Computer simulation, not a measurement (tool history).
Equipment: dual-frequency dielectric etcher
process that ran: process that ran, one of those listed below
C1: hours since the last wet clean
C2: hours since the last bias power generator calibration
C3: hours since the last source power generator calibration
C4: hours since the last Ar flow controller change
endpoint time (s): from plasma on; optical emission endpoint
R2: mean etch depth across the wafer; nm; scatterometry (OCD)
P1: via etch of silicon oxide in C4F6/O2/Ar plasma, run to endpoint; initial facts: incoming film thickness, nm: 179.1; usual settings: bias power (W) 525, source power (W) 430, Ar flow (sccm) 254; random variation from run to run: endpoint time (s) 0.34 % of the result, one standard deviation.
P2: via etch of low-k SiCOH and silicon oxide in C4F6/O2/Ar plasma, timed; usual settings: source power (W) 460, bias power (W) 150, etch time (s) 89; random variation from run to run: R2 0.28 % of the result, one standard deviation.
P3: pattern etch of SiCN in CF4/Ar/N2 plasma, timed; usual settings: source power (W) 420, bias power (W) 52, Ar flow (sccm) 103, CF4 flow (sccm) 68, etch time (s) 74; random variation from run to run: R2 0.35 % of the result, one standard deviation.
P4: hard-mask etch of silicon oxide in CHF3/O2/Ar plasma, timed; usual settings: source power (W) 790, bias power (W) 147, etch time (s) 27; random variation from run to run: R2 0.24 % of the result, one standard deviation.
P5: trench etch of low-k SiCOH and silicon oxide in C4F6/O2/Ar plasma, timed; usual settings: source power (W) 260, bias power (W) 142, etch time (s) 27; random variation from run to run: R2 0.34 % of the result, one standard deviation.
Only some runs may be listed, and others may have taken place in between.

{"run": 1, "day": 0.292, "process that ran": "P1", "bias power (W)": 525, "source power (W)": 430, "Ar flow (sccm)": 254, "C1": 358.3, "C2": 627.3, "C3": 1224.7, "C4": 1733.1, "endpoint time (s)": 37.66}
{"run": 2, "day": 0.529, "process that ran": "P3", "bias power (W)": 52, "source power (W)": 420, "Ar flow (sccm)": 63, "CF4 flow (sccm)": 68, "etch time (s)": 74, "C1": 364, "C2": 633, "C3": 1230.4, "C4": 1738.8, "R2": 57.248}
{"run": 3, "day": 0.779, "process that ran": "P2", "bias power (W)": 150, "source power (W)": 460, "etch time (s)": 89, "C1": 370, "C2": 639, "C3": 1236.4, "C4": 1744.8, "R2": 253.78}
{"run": 4, "day": 1.038, "process that ran": "P4", "bias power (W)": 147, "source power (W)": 790, "etch time (s)": 37.5, "C1": 376.2, "C2": 645.2, "C3": 1242.6, "C4": 1751, "R2": 75.806}
{"run": 5, "day": 1.225, "process that ran": "P3", "bias power (W)": 35, "source power (W)": 420, "Ar flow (sccm)": 103, "CF4 flow (sccm)": 68, "etch time (s)": 74, "C1": 380.7, "C2": 649.7, "C3": 1247.1, "C4": 1755.5, "R2": 46.818}
{"run": 6, "day": 1.512, "process that ran": "P1", "bias power (W)": 525, "source power (W)": 430, "Ar flow (sccm)": 332, "C1": 387.6, "C2": 656.6, "C3": 1254, "C4": 1762.4, "endpoint time (s)": 39.048}
{"run": 7, "day": 1.754, "process that ran": "P5", "bias power (W)": 142, "source power (W)": 170, "etch time (s)": 27, "C1": 393.4, "C2": 662.4, "C3": 1259.8, "C4": 1768.2, "R2": 54.49}
{"run": 8, "day": 2.008, "process that ran": "P1", "bias power (W)": 525, "source power (W)": 430, "Ar flow (sccm)": 254, "C1": 399.5, "C2": 668.5, "C3": 1265.9, "C4": 1774.3, "endpoint time (s)": 37.861}
{"run": 9, "day": 2.3, "process that ran": "P2", "bias power (W)": 150, "source power (W)": 460, "etch time (s)": 89, "C1": 406.5, "C2": 675.5, "C3": 1272.9, "C4": 1781.3, "R2": 253.31}
{"run": 10, "day": 2.45, "process that ran": "P1", "bias power (W)": 364, "source power (W)": 430, "Ar flow (sccm)": 254, "C1": 410.1, "C2": 679.1, "C3": 1276.5, "C4": 1784.9, "endpoint time (s)": 43.211}
{"run": 11, "day": 2.725, "process that ran": "P3", "bias power (W)": 52, "source power (W)": 420, "Ar flow (sccm)": 103, "CF4 flow (sccm)": 68, "etch time (s)": 45.5, "C1": 416.7, "C2": 685.7, "C3": 1283.1, "C4": 1791.5, "R2": 32.466}
{"run": 12, "day": 2.988, "process that ran": "P4", "bias power (W)": 147, "source power (W)": 790, "etch time (s)": 27, "C1": 423, "C2": 692, "C3": 1289.4, "C4": 1797.8, "R2": 54.722}
{"run": 13, "day": 3.283, "process that ran": "P3", "bias power (W)": 52, "source power (W)": 320, "Ar flow (sccm)": 103, "CF4 flow (sccm)": 68, "etch time (s)": 74, "C1": 430.1, "C2": 699.1, "C3": 1296.5, "C4": 1804.9, "R2": 41.728}
{"run": 14, "day": 3.562, "process that ran": "P1", "bias power (W)": 525, "source power (W)": 430, "Ar flow (sccm)": 254, "C1": 436.8, "C2": 705.8, "C3": 1303.2, "C4": 1811.6, "endpoint time (s)": 37.947}
{"run": 15, "day": 3.767, "process that ran": "P5", "bias power (W)": 142, "source power (W)": 260, "etch time (s)": 21, "C1": 441.7, "C2": 710.7, "C3": 1308.1, "C4": 1816.5, "R2": 50.296}
{"run": 16, "day": 3.983, "process that ran": "P5", "bias power (W)": 142, "source power (W)": 260, "etch time (s)": 27, "C1": 446.9, "C2": 715.9, "C3": 1313.3, "C4": 1821.7, "R2": 64.613}
{"run": 17, "day": 4.179, "process that ran": "P1", "bias power (W)": 525, "source power (W)": 600, "Ar flow (sccm)": 191, "C1": 451.6, "C2": 720.6, "C3": 1318, "C4": 1826.4, "endpoint time (s)": 32.454}
{"run": 18, "day": 4.442, "process that ran": "P1", "bias power (W)": 525, "source power (W)": 280, "Ar flow (sccm)": 254, "C1": 457.9, "C2": 726.9, "C3": 1324.3, "C4": 1832.7, "endpoint time (s)": 44.095}
{"run": 19, "day": 4.717, "process that ran": "P1", "bias power (W)": 525, "source power (W)": 430, "Ar flow (sccm)": 163, "C1": 464.5, "C2": 733.5, "C3": 1330.9, "C4": 1839.3, "endpoint time (s)": 36.115}
{"run": 20, "day": 4.925, "process that ran": "P5", "bias power (W)": 87, "source power (W)": 260, "etch time (s)": 27, "C1": 469.5, "C2": 738.5, "C3": 1335.9, "C4": 1844.3, "R2": 56.103}
{"run": 21, "day": 5.2, "process that ran": "P4", "bias power (W)": 207, "source power (W)": 790, "etch time (s)": 27, "C1": 476.1, "C2": 745.1, "C3": 1342.5, "C4": 1850.9, "R2": 61.435}
{"run": 22, "day": 5.442, "process that ran": "P2", "bias power (W)": 150, "source power (W)": 460, "etch time (s)": 118.5, "C1": 481.9, "C2": 750.9, "C3": 1348.3, "C4": 1856.7, "R2": 337.52}
{"run": 23, "day": 5.717, "process that ran": "P4", "bias power (W)": 147, "source power (W)": 790, "etch time (s)": 27, "C1": 488.5, "C2": 757.5, "C3": 1354.9, "C4": 1863.3, "R2": 54.577}
{"run": 24, "day": 5.946, "process that ran": "P1", "bias power (W)": 724, "source power (W)": 430, "Ar flow (sccm)": 254, "C1": 494, "C2": 763, "C3": 1360.4, "C4": 1868.8, "endpoint time (s)": 33.228}
{"run": 25, "day": 6.133, "process that ran": "P1", "bias power (W)": 525, "source power (W)": 520, "Ar flow (sccm)": 187, "C1": 498.5, "C2": 767.5, "C3": 1364.9, "C4": 1873.3, "endpoint time (s)": 33.864}
{"run": 26, "day": 6.304, "process that ran": "P2", "bias power (W)": 206, "source power (W)": 460, "etch time (s)": 89, "C1": 502.6, "C2": 771.6, "C3": 1369, "C4": 1877.4, "R2": 279.85}
{"run": 27, "day": 6.608, "process that ran": "P1", "bias power (W)": 525, "source power (W)": 560, "Ar flow (sccm)": 254, "C1": 509.9, "C2": 778.9, "C3": 1376.3, "C4": 1884.7, "endpoint time (s)": 34.411}
{"run": 28, "day": 6.75, "process that ran": "P3", "bias power (W)": 52, "source power (W)": 420, "Ar flow (sccm)": 103, "CF4 flow (sccm)": 94, "etch time (s)": 74, "C1": 513.3, "C2": 782.3, "C3": 1379.7, "C4": 1888.1, "R2": 55.895}
{"run": 29, "day": 6.921, "process that ran": "P4", "bias power (W)": 147, "source power (W)": 540, "etch time (s)": 27, "C1": 517.4, "C2": 786.4, "C3": 1383.8, "C4": 1892.2, "R2": 47.297}
{"run": 30, "day": 7.167, "process that ran": "P2", "bias power (W)": 150, "source power (W)": 260, "etch time (s)": 89, "C1": 523.3, "C2": 792.3, "C3": 1389.7, "C4": 1898.1, "R2": 202.7}
{"run": 31, "day": 7.471, "process that ran": "P3", "bias power (W)": 52, "source power (W)": 420, "Ar flow (sccm)": 103, "CF4 flow (sccm)": 68, "etch time (s)": 74, "C1": 530.6, "C2": 799.6, "C3": 1397, "C4": 1905.4, "R2": 53.026}
{"run": 32, "day": 7.758, "process that ran": "P1", "bias power (W)": 525, "source power (W)": 430, "Ar flow (sccm)": 254, "C1": 537.5, "C2": 806.5, "C3": 1403.9, "C4": 1912.3, "endpoint time (s)": 37.851}
{"run": 33, "day": 7.921, "process that ran": "P1", "bias power (W)": 525, "source power (W)": 430, "Ar flow (sccm)": 254, "C1": 541.4, "C2": 810.4, "C3": 1407.8, "C4": 1916.2, "endpoint time (s)": 37.685}
{"run": 34, "day": 8.054, "process that ran": "P1", "bias power (W)": 525, "source power (W)": 430, "Ar flow (sccm)": 254, "C1": 544.6, "C2": 813.6, "C3": 1411, "C4": 1919.4, "endpoint time (s)": 37.518}
{"run": 35, "day": 8.362, "process that ran": "P1", "bias power (W)": 525, "source power (W)": 430, "Ar flow (sccm)": 254, "C1": 552, "C2": 821, "C3": 1418.4, "C4": 1926.8, "endpoint time (s)": 37.401}
{"run": 36, "day": 8.646, "process that ran": "P1", "bias power (W)": 525, "source power (W)": 430, "Ar flow (sccm)": 254, "C1": 558.8, "C2": 827.8, "C3": 1425.2, "C4": 1933.6, "endpoint time (s)": 37.445}
{"run": 37, "day": 8.825, "process that ran": "P1", "bias power (W)": 525, "source power (W)": 430, "Ar flow (sccm)": 254, "C1": 563.1, "C2": 832.1, "C3": 1429.5, "C4": 1937.9, "endpoint time (s)": 37.044}
{"day": 9.008, "done": "Ar flow controller replaced"}
{"run": 38, "day": 9.012, "process that ran": "P1", "bias power (W)": 525, "source power (W)": 430, "Ar flow (sccm)": 254, "C1": 567.6, "C2": 836.6, "C3": 1434, "C4": 0.1, "endpoint time (s)": 37.316}
{"day": 9.171, "done": "wet clean of the chamber"}
{"run": 39, "day": 9.317, "process that ran": "P1", "bias power (W)": 525, "source power (W)": 430, "Ar flow (sccm)": 254, "C1": 3.5, "C2": 843.9, "C3": 1441.3, "C4": 7.4, "endpoint time (s)": 37.124}
{"run": 40, "day": 9.558, "process that ran": "P1", "bias power (W)": 525, "source power (W)": 430, "Ar flow (sccm)": 254, "C1": 9.3, "C2": 849.7, "C3": 1447.1, "C4": 13.2, "endpoint time (s)": 37.242}
{"run": 41, "day": 9.838, "process that ran": "P1", "bias power (W)": 525, "source power (W)": 430, "Ar flow (sccm)": 254, "C1": 16, "C2": 856.4, "C3": 1453.8, "C4": 19.9, "endpoint time (s)": 36.983}

The log shows P1 creeping away from where it was. Any of the 2 causes listed here, at the size stated for it, fits the log just as well as the others:
A: bias power that arrives over what is set, % = 4.61
B: source power that arrives over what is set, % = 4.71
The drift started at roughly day 7.921.
What rules out each remaining cause:
chamber walls in a state that raises the etch rate, %: was serviced at day 9.171, once the creep was under way, yet the earlier output never came back
Ar flow that arrives under what is set, %: was serviced at day 9.008, once the creep was under way, yet the earlier output never came back

4 check runs are offered, one wafer each, their results left as question marks. Which one tells the causes apart?
{"run": "check 1", "day": 10.117, "process that ran": "P4", "bias power (W)": 198, "source power (W)": 790, "etch time (s)": 27, "R2": "?"}
{"run": "check 2", "day": 10.117, "process that ran": "P3", "bias power (W)": 52, "source power (W)": 420, "Ar flow (sccm)": 88, "CF4 flow (sccm)": 68, "etch time (s)": 47.5, "R2": "?"}
{"run": "check 3", "day": 10.117, "process that ran": "P2", "bias power (W)": 150, "source power (W)": 270, "etch time (s)": 89, "R2": "?"}
{"run": "check 4", "day": 10.117, "process that ran": "P5", "bias power (W)": 107, "source power (W)": 260, "etch time (s)": 27, "R2": "?"}

Expected result of each check under each candidate cause:
check=check_1 result=R2 if_A=61.338 if_B=61.485
check=check_2 result=R2 if_A=35.46 if_B=36.409
check=check_3 result=R2 if_A=208.56 if_B=209.36
check=check_4 result=R2 if_A=60.302 if_B=60.618
Per-check spread between the two closest causes, in the result where they differ most: check 1 0.24 %; check 2 2.64 %; check 3 0.38 %; check 4 0.52 %
Check 2 distinguishes between the causes, while the remaining checks would return nearly the same result for all of them.

The results of check 2 are: R2 35.374 nm. Based on these, which of the listed causes is it?

It was cause A: bias power that arrives over what is set, %.
